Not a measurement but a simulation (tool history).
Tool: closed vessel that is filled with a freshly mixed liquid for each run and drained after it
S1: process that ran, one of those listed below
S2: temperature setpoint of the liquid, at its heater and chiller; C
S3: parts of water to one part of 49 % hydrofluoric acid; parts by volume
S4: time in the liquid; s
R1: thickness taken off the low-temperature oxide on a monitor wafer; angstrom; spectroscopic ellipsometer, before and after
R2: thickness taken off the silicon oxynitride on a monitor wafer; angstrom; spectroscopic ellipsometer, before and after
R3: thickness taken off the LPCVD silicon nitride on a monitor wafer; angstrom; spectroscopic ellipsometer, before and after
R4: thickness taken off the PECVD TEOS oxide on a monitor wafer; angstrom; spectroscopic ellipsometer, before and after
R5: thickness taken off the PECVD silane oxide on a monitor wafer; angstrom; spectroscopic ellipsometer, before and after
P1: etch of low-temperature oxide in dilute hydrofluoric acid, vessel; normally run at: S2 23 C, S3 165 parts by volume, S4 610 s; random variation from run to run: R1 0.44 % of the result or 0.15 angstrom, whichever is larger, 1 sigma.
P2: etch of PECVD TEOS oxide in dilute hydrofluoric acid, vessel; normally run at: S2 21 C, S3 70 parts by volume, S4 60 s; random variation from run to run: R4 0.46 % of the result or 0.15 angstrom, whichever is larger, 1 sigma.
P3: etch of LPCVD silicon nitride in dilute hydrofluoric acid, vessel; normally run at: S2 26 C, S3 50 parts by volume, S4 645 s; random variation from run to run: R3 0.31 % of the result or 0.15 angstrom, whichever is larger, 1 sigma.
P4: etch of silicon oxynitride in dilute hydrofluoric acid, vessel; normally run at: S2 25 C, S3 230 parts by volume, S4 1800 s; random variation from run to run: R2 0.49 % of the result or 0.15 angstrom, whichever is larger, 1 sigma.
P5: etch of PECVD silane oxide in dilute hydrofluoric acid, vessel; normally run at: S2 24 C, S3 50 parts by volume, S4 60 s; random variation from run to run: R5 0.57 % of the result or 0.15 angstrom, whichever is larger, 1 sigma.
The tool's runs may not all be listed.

| run | hour | S1 | S2 | S3 | S4 | R1 | R2 | R3 | R4 | R5 |
|---|---|---|---|---|---|---|---|---|---|---|
| 1 | 4.1 | P1 | 23 | 165 | 610 | 493.63 |  |  |  |  |
| 2 | 10 | P1 | 23 | 165 | 610 | 492.19 |  |  |  |  |
| 3 | 14.4 | P1 | 23 | 165 | 610 | 487.32 |  |  |  |  |
| 4 | 19.8 | P4 | 30 | 230 | 1800 |  | 133.2 |  |  |  |
| 5 | 22.9 | P3 | 18.5 | 50 | 645 |  |  | 44.001 |  |  |
| 6 | 28.3 | P1 | 23 | 165 | 935 | 756.6 |  |  |  |  |
| 7 | 34.8 | P1 | 23 | 165 | 610 | 491.62 |  |  |  |  |
| 8 | 38.7 | P1 | 17 | 165 | 610 | 386.05 |  |  |  |  |
| 9 | 42.2 | P2 | 21 | 70 | 60 |  |  |  | 131.8 |  |
| 10 | 46.8 | P1 | 23 | 165 | 210 | 167.8 |  |  |  |  |
| 11 | 50.5 | P3 | 26 | 50 | 330 |  |  | 38.083 |  |  |
| 12 | 53.5 | P1 | 23 | 165 | 610 | 487.71 |  |  |  |  |
| 13 | 59.7 | P5 | 28 | 50 | 60 |  |  |  |  | 515.8 |
| 14 | 63.4 | P1 | 29 | 165 | 610 | 608.77 |  |  |  |  |
| 15 | 69.7 | P2 | 21 | 70 | 30 |  |  |  | 66.172 |  |
| 16 | 76 | P4 | 25 | 230 | 1800 |  | 107.21 |  |  |  |
| 17 | 83 | P1 | 29.5 | 165 | 900 | 925.78 |  |  |  |  |
| 18 | 86.8 | P4 | 25 | 100 | 1800 |  | 271.47 |  |  |  |
| 19 | 92.7 | P1 | 23 | 165 | 610 | 491.08 |  |  |  |  |
| 20 | 96.7 | P5 | 24 | 50 | 60 |  |  |  |  | 436.57 |
| 21 | 102.1 | P5 | 24 | 50 | 105 |  |  |  |  | 768.89 |
| 22 | 109 | P1 | 23 | 70 | 610 | 1296.6 |  |  |  |  |
|  | 114.4 | hydrofluoric acid flow meter replaced |
| 23 | 115 | P3 | 26 | 85 | 645 |  |  | 43.473 |  |  |
| 24 | 121 | P4 | 25 | 230 | 1800 |  | 107.29 |  |  |  |
| 25 | 126.4 | P2 | 21 | 30 | 60 |  |  |  | 325.76 |  |
| 26 | 131.9 | P4 | 25 | 230 | 2625 |  | 158.31 |  |  |  |
| 27 | 137.3 | P2 | 17 | 70 | 60 |  |  |  | 112.77 |  |
| 28 | 143.1 | P1 | 23 | 265 | 610 | 273.18 |  |  |  |  |
| 29 | 149.4 | P5 | 24 | 85 | 60 |  |  |  |  | 244.1 |
| 30 | 153.9 | P3 | 26 | 50 | 645 |  |  | 74.099 |  |  |
| 31 | 158.9 | P1 | 23 | 165 | 610 | 488.01 |  |  |  |  |
| 32 | 162.9 | P1 | 23 | 165 | 610 | 483.18 |  |  |  |  |
| 33 | 169.1 | P1 | 23 | 165 | 610 | 474.43 |  |  |  |  |
| 34 | 176 | P1 | 23 | 165 | 610 | 467.09 |  |  |  |  |
| 35 | 183 | P1 | 23 | 165 | 610 | 460.7 |  |  |  |  |
| 36 | 188.3 | P1 | 23 | 165 | 610 | 463.27 |  |  |  |  |
| 37 | 193.4 | P1 | 23 | 165 | 610 | 462.35 |  |  |  |  |
| 38 | 198.1 | P1 | 23 | 165 | 610 | 462.17 |  |  |  |  |

What P1 gives has crept away from where it was. These 2 causes fit the log equally well, each at the size given:
A: liquid colder than its thermometer reads (K) = 1.65
B: hydrofluoric acid flow below the setpoint (%) = 5.21
The creep began at about hour 158.9.

4 check runs are offered, one wafer each, their results left as question marks. Which one tells the causes apart?
| check 1 | 202.8 | P4 | 25 | 230 | 1800 |  | ? |  |  |  |
| check 2 | 202.8 | P3 | 26 | 50 | 645 |  |  | ? |  |  |
| check 3 | 202.8 | P5 | 24 | 50 | 60 |  |  |  |  | ? |
| check 4 | 202.8 | P2 | 21 | 70 | 60 |  |  |  | ? |  |

What each check would give under each cause:
| check | result | if A | if B |
|---|---|---|---|
| check 1 | R2 | 100.08 | 101.02 |
| check 2 | R3 | 66.441 | 70.387 |
| check 3 | R5 | 406.2 | 410.77 |
| check 4 | R4 | 124.07 | 125.43 |
How far apart the two closest causes lie, in the result that separates them most: check 1 0.94 %; check 2 5.77 %; check 3 1.12 %; check 4 1.09 %
Check 2 tells the causes apart: in the others they would give nearly the same result.

Check 2 was then run and gave: R3 70.34 angstrom. Which cause is it?

It is B: hydrofluoric acid flow below the setpoint (%).
